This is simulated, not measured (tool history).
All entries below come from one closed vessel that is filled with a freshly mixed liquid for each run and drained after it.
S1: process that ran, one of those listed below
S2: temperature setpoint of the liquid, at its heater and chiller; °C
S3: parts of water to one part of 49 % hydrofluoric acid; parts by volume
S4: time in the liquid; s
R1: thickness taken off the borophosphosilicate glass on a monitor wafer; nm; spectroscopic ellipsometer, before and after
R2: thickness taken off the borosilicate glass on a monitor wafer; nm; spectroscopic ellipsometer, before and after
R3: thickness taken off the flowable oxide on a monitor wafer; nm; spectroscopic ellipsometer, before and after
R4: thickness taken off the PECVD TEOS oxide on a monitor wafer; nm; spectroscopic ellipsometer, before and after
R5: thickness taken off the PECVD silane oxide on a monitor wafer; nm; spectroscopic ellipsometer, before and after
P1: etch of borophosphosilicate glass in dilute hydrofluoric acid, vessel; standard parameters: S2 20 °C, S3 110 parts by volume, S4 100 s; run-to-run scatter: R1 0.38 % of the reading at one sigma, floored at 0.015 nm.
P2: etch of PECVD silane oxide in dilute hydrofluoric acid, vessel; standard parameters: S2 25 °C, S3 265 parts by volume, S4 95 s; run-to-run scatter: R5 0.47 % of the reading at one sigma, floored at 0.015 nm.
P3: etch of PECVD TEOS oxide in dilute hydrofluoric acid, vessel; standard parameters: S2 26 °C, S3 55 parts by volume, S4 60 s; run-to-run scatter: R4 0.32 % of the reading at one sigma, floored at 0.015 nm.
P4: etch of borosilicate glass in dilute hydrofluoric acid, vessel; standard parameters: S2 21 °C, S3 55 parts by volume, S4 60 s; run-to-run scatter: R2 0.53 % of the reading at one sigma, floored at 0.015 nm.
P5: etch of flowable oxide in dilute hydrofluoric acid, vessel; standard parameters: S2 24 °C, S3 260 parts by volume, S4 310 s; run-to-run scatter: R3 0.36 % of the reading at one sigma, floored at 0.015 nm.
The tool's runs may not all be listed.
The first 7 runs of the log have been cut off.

{"run": 8, "hour": 56.4, "S1": "P1", "S2": 20, "S3": 110, "S4": 100, "R1": 50.425}
{"run": 9, "hour": 65.0, "S1": "P1", "S2": 17, "S3": 110, "S4": 100, "R1": 44.67}
{"run": 10, "hour": 71.8, "S1": "P1", "S2": 20, "S3": 165, "S4": 100, "R1": 31.744}
{"run": 11, "hour": 78.0, "S1": "P2", "S2": 25, "S3": 415, "S4": 95, "R5": 8.4917}
{"run": 12, "hour": 85.0, "S1": "P2", "S2": 25, "S3": 265, "S4": 150, "R5": 24.395}
{"run": 13, "hour": 89.5, "S1": "P2", "S2": 25, "S3": 265, "S4": 95, "R5": 15.428}
{"run": 14, "hour": 99.0, "S1": "P4", "S2": 21, "S3": 55, "S4": 120, "R2": 59.432}
{"run": 15, "hour": 106.7, "S1": "P2", "S2": 18, "S3": 265, "S4": 95, "R5": 11.891}
{"run": 16, "hour": 116.4, "S1": "P4", "S2": 21, "S3": 55, "S4": 60, "R2": 29.609}
{"run": 17, "hour": 121.6, "S1": "P5", "S2": 24, "S3": 260, "S4": 310, "R3": 26.32}
{"run": 18, "hour": 128.7, "S1": "P1", "S2": 20, "S3": 110, "S4": 100, "R1": 50.371}
{"run": 19, "hour": 133.6, "S1": "P1", "S2": 27, "S3": 110, "S4": 30, "R1": 19.901}
{"run": 20, "hour": 141.3, "S1": "P3", "S2": 26, "S3": 55, "S4": 30, "R4": 9.7168}
{"run": 21, "hour": 146.1, "S1": "P5", "S2": 20, "S3": 260, "S4": 310, "R3": 22.403}
{"run": 22, "hour": 150.6, "S1": "P1", "S2": 20, "S3": 110, "S4": 100, "R1": 50.205}
{"run": 23, "hour": 156.0, "S1": "P5", "S2": 24, "S3": 260, "S4": 460, "R3": 38.592}
{"run": 24, "hour": 164.2, "S1": "P4", "S2": 21, "S3": 20, "S4": 60, "R2": 84.57}

Run 25 is up next; what results do you expect?
{"run": 25, "hour": 172.9, "S1": "P1", "S2": 20, "S3": 110, "S4": 30, "R1": "?"}

R1: 15.188 nm
